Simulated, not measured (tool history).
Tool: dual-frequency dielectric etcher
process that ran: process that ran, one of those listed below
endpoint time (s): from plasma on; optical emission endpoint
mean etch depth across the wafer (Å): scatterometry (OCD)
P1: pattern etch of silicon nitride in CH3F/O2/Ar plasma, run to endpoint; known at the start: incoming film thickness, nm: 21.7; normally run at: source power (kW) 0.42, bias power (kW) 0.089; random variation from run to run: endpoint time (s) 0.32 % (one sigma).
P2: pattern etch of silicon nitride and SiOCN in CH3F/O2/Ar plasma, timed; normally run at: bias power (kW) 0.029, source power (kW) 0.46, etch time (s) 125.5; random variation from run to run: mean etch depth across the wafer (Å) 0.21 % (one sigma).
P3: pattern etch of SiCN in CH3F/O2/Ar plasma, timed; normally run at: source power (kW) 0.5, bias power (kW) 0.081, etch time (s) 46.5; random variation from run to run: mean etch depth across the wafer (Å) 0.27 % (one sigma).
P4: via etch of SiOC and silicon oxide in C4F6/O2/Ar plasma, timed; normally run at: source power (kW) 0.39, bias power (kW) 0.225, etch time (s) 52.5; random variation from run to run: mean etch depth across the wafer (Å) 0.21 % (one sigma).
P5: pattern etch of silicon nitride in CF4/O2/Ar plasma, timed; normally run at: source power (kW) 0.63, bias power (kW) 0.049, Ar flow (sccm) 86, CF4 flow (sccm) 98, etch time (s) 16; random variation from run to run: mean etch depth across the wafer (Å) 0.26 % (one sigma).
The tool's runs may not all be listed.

| run | hour | process that ran | source power (kW) | bias power (kW) | etch time (s) | Ar flow (sccm) | CF4 flow (sccm) | hours since the last wet clean | hours since the last source power generator calibration | hours since the last bias power generator calibration | endpoint time (s) | mean etch depth across the wafer (Å) |
|---|---|---|---|---|---|---|---|---|---|---|---|---|
| 1 | 7.8 | P1 | 0.42 | 0.089 |  |  |  | 73.4 | 1447.3 | 1898.4 | 29.14 |  |
| 2 | 13.1 | P4 | 0.54 | 0.225 | 52.5 |  |  | 78.7 | 1452.6 | 1903.7 |  | 724.17 |
| 3 | 19.8 | P5 | 0.63 | 0.049 | 16 | 55 | 98 | 85.4 | 1459.3 | 1910.4 |  | 391.53 |
| 4 | 29.9 | P1 | 0.42 | 0.089 |  |  |  | 95.5 | 1469.4 | 1920.5 | 29.081 |  |
| 5 | 36.7 | P1 | 0.33 | 0.089 |  |  |  | 102.3 | 1476.2 | 1927.3 | 31.864 |  |
| 6 | 47.1 | P2 | 0.46 | 0.029 | 70.5 |  |  | 112.7 | 1486.6 | 1937.7 |  | 113.1 |
| 7 | 58.7 | P4 | 0.39 | 0.225 | 52.5 |  |  | 124.3 | 1498.2 | 1949.3 |  | 643.57 |
| 8 | 65.2 | P4 | 0.39 | 0.225 | 52.5 |  |  | 130.8 | 1504.7 | 1955.8 |  | 641.63 |
| 9 | 71.6 | P3 | 0.5 | 0.081 | 46.5 |  |  | 137.2 | 1511.1 | 1962.2 |  | 195.16 |
| 10 | 81.5 | P1 | 0.42 | 0.089 |  |  |  | 147.1 | 1521 | 1972.1 | 29.104 |  |
| 11 | 90.7 | P3 | 0.5 | 0.081 | 62 |  |  | 156.3 | 1530.2 | 1981.3 |  | 261.39 |
| 12 | 100.4 | P5 | 0.63 | 0.049 | 16 | 86 | 98 | 166 | 1539.9 | 1991 |  | 374.35 |
| 13 | 110 | P5 | 0.63 | 0.049 | 9 | 86 | 98 | 175.6 | 1549.5 | 2000.6 |  | 210.07 |
| 14 | 115.7 | P2 | 0.46 | 0.018 | 125.5 |  |  | 181.3 | 1555.2 | 2006.3 |  | 163.62 |
| 15 | 126.2 | P1 | 0.42 | 0.109 |  |  |  | 191.8 | 1565.7 | 2016.8 | 26.857 |  |
| 16 | 133 | P2 | 0.55 | 0.029 | 125.5 |  |  | 198.6 | 1572.5 | 2023.6 |  | 213.55 |
| 17 | 139.7 | P3 | 0.5 | 0.104 | 46.5 |  |  | 205.3 | 1579.2 | 2030.3 |  | 214.64 |
| 18 | 149.2 | P5 | 0.63 | 0.066 | 16 | 86 | 98 | 214.8 | 1588.7 | 2039.8 |  | 418.73 |
| 19 | 155.5 | P1 | 0.58 | 0.089 |  |  |  | 221.1 | 1595 | 2046.1 | 25.711 |  |
| 20 | 163.4 | P1 | 0.42 | 0.089 |  |  |  | 229 | 1602.9 | 2054 | 29.021 |  |
| 21 | 168.7 | P3 | 0.33 | 0.081 | 46.5 |  |  | 234.3 | 1608.2 | 2059.3 |  | 166.27 |
| 22 | 179.1 | P5 | 0.49 | 0.049 | 16 | 86 | 98 | 244.7 | 1618.6 | 2069.7 |  | 299.79 |
| 23 | 185.4 | P5 | 0.63 | 0.049 | 16 | 86 | 98 | 251 | 1624.9 | 2076 |  | 373.84 |
| 24 | 191.2 | P5 | 0.63 | 0.049 | 16 | 86 | 72 | 256.8 | 1630.7 | 2081.8 |  | 357.89 |
| 25 | 201.4 | P4 | 0.39 | 0.225 | 70 |  |  | 267 | 1640.9 | 2092 |  | 854.4 |
| 26 | 212.9 | P1 | 0.55 | 0.059 |  |  |  | 278.5 | 1652.4 | 2103.5 | 30.129 |  |
| 27 | 220.2 | P1 | 0.42 | 0.067 |  |  |  | 285.8 | 1659.7 | 2110.8 | 32.026 |  |
| 28 | 228.3 | P1 | 0.42 | 0.089 |  |  |  | 293.9 | 1667.8 | 2118.9 | 28.95 |  |
| 29 | 239 | P4 | 0.39 | 0.318 | 52.5 |  |  | 304.6 | 1678.5 | 2129.6 |  | 724.17 |
| 30 | 250.6 | P2 | 0.46 | 0.029 | 125.5 |  |  | 316.2 | 1690.1 | 2141.2 |  | 201.37 |
| 31 | 256.9 | P1 | 0.49 | 0.057 |  |  |  | 322.5 | 1696.4 | 2147.5 | 31.78 |  |
| 32 | 268.1 | P1 | 0.42 | 0.089 |  |  |  | 333.7 | 1707.6 | 2158.7 | 28.787 |  |
| 33 | 276 | P1 | 0.42 | 0.089 |  |  |  | 341.6 | 1715.5 | 2166.6 | 28.67 |  |
| 34 | 286 | P1 | 0.42 | 0.089 |  |  |  | 351.6 | 1725.5 | 2176.6 | 28.813 |  |
| 35 | 293.3 | P1 | 0.42 | 0.089 |  |  |  | 358.9 | 1732.8 | 2183.9 | 28.665 |  |
|  | 300.8 | wet clean of the chamber |
| 36 | 305 | P1 | 0.42 | 0.089 |  |  |  | 4.3 | 1744.5 | 2195.6 | 28.699 |  |
| 37 | 310.4 | P1 | 0.42 | 0.089 |  |  |  | 9.7 | 1749.9 | 2201 | 28.673 |  |
| 38 | 319.1 | P1 | 0.42 | 0.089 |  |  |  | 18.4 | 1758.6 | 2209.7 | 28.742 |  |
| 39 | 325.8 | P1 | 0.42 | 0.089 |  |  |  | 25.1 | 1765.3 | 2216.4 | 28.301 |  |
| 40 | 336.5 | P1 | 0.42 | 0.089 |  |  |  | 35.8 | 1776 | 2227.1 | 28.52 |  |
| 41 | 346.8 | P1 | 0.42 | 0.089 |  |  |  | 46.1 | 1786.3 | 2237.4 | 28.555 |  |
| 42 | 353.2 | P1 | 0.42 | 0.089 |  |  |  | 52.5 | 1792.7 | 2243.8 | 28.407 |  |

What P1 gives has crept away from where it was. These 2 causes fit the log equally well, each at the size given:
A: bias power that arrives over what is set, % = 4.77
B: source power that arrives over what is set, % = 4.57
The creep began at about hour 268.1.
Why every other cause is out:
chamber walls in a state that raises the etch rate, %: serviced at hour 300.8, which brought nothing back

4 check runs are offered, one wafer each, their results left as question marks. Which one tells the causes apart?
| check 1 | 359.6 | P5 | 0.63 | 0.058 | 16 | 61 | 98 |  |  |  |  | ? |
| check 2 | 359.6 | P2 | 0.46 | 0.019 | 82 |  |  |  |  |  |  | ? |
| check 3 | 359.6 | P3 | 0.36 | 0.096 | 46.5 |  |  |  |  |  |  | ? |
| check 4 | 359.6 | P4 | 0.46 | 0.276 | 52.5 |  |  |  |  |  |  | ? |

What each check would give under each cause:
| check | result | if A | if B |
|---|---|---|---|
| check 1 | mean etch depth across the wafer (Å) | 418.19 | 427.63 |
| check 2 | mean etch depth across the wafer (Å) | 111.18 | 110.72 |
| check 3 | mean etch depth across the wafer (Å) | 187.6 | 187.39 |
| check 4 | mean etch depth across the wafer (Å) | 743.81 | 744.37 |
How far apart the two closest causes lie, in the result that separates them most: check 1 2.23 %; check 2 0.42 %; check 3 0.11 %; check 4 0.08 %
Only check 1 tells the causes apart: in the others they would give nearly the same result.

Check 1 was then run and gave: mean etch depth across the wafer (Å) 417.85. Which cause is it?

It is A: bias power that arrives over what is set, %.

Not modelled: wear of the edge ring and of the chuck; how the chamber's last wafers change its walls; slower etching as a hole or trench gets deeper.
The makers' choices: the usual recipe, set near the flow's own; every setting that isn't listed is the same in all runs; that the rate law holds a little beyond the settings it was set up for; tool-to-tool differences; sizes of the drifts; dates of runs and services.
